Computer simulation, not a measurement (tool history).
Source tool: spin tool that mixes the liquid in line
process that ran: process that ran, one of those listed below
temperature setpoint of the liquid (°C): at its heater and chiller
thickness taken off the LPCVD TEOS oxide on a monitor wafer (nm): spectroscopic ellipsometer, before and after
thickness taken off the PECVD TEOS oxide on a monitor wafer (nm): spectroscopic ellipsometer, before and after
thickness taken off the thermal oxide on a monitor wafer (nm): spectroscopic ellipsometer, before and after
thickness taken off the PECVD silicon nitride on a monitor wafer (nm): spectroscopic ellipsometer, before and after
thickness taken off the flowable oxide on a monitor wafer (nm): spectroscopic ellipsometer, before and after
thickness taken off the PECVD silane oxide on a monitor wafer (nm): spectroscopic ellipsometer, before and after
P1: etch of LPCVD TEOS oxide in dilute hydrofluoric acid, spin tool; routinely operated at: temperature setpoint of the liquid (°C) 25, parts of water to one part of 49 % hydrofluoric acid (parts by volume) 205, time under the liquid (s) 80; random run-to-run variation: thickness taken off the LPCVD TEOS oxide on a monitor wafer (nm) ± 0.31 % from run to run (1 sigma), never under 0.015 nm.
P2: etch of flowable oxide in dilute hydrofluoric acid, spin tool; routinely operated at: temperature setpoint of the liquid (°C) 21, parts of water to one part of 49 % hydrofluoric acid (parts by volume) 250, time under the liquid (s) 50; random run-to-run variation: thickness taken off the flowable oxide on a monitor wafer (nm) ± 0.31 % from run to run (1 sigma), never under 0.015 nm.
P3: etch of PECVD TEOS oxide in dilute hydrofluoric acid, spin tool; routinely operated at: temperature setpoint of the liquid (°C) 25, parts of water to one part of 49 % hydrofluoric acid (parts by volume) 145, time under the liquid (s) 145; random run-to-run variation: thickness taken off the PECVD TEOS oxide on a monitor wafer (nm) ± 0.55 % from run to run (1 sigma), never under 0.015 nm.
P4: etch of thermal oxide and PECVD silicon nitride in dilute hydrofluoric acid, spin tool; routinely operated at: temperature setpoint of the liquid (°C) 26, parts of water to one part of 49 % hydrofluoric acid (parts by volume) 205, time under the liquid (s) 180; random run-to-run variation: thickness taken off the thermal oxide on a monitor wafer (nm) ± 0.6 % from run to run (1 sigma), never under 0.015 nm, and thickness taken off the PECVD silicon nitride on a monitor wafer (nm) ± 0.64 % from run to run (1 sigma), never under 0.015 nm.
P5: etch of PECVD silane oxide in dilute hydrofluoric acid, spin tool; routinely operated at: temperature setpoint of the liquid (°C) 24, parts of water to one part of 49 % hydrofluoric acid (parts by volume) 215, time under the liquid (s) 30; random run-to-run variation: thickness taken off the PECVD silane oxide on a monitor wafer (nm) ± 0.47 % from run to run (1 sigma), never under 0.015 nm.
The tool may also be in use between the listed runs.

run,hour,process that ran,temperature setpoint of the liquid (°C),parts of water to one part of 49 % hydrofluoric acid (parts by volume),time under the liquid (s),hours since the thermometer was replaced,hours since the hydrofluoric acid flow meter was replaced,thickness taken off the LPCVD TEOS oxide on a monitor wafer (nm),thickness taken off the PECVD TEOS oxide on a monitor wafer (nm),thickness taken off the thermal oxide on a monitor wafer (nm),thickness taken off the PECVD silicon nitride on a monitor wafer (nm),thickness taken off the flowable oxide on a monitor wafer (nm),thickness taken off the PECVD silane oxide on a monitor wafer (nm)
1,11.9,P1,25,205,80,901.9,945.9,9.407,,,,,
2,22.3,P3,29.5,145,145,912.3,956.3,,19.339,,,,
3,35.9,P1,25,205,80,925.9,969.9,9.3852,,,,,
4,45.5,P3,25,225,145,935.5,979.5,,9.714,,,,
5,52.1,P4,26,105,180,942.1,986.1,,,8.6685,9.0203,,
6,58.7,P2,21,250,25,948.7,992.7,,,,,3.5622,
7,70,P1,29,205,80,960,1004,10.815,,,,,
8,79.2,P2,21,390,50,969.2,1013.2,,,,,4.0343,
9,89.9,P4,26,205,180,979.9,1023.9,,,3.971,4.6685,,
10,96.5,P2,17,250,50,986.5,1030.5,,,,,6.0999,
11,109.9,P1,25,205,80,999.9,1043.9,9.4204,,,,,
12,123.3,P1,21,205,80,1013.3,1057.3,8.0774,,,,,
13,131.7,P1,25,205,115,1021.7,1065.7,13.554,,,,,
14,142.7,P1,25,205,80,1032.7,1076.7,9.3248,,,,,
15,155.9,P3,25,145,145,1045.9,1089.9,,16.432,,,,
16,164.7,P1,25,100,30,1054.7,1098.7,8.1439,,,,,
17,176.3,P1,25,205,80,1066.3,1110.3,9.3519,,,,,
18,189.7,P5,24,215,30,1079.7,1123.7,,,,,,4.8892
19,203.8,P2,21,250,50,1093.8,1137.8,,,,,7.125,
20,212,P5,24,215,30,1102,1146,,,,,,4.8466
21,219.8,P5,17,215,30,1109.8,1153.8,,,,,,3.7137
22,233.5,P4,26,205,330,1123.5,1167.5,,,7.3045,8.5291,,
23,240.5,P1,25,205,15,1130.5,1174.5,1.7523,,,,,
24,246.8,P2,21,250,50,1136.8,1180.8,,,,,7.0961,
25,254.5,P1,25,90,80,1144.5,1188.5,24.383,,,,,
26,264.2,P1,25,205,80,1154.2,1198.2,9.3242,,,,,
27,275.8,P5,24,215,60,1165.8,1209.8,,,,,,9.7386
28,289.7,P4,30.5,205,180,1179.7,1223.7,,,4.6723,6.0377,,
29,302.5,P3,25,145,145,1192.5,1236.5,,16.362,,,,
30,316.4,P5,24,65,30,1206.4,1250.4,,,,,,19.176

Forecast run 31:
31,323.1,P3,25,145,245,1213.1,1257.1,,?,,,,

thickness taken off the PECVD TEOS oxide on a monitor wafer (nm): 27.472
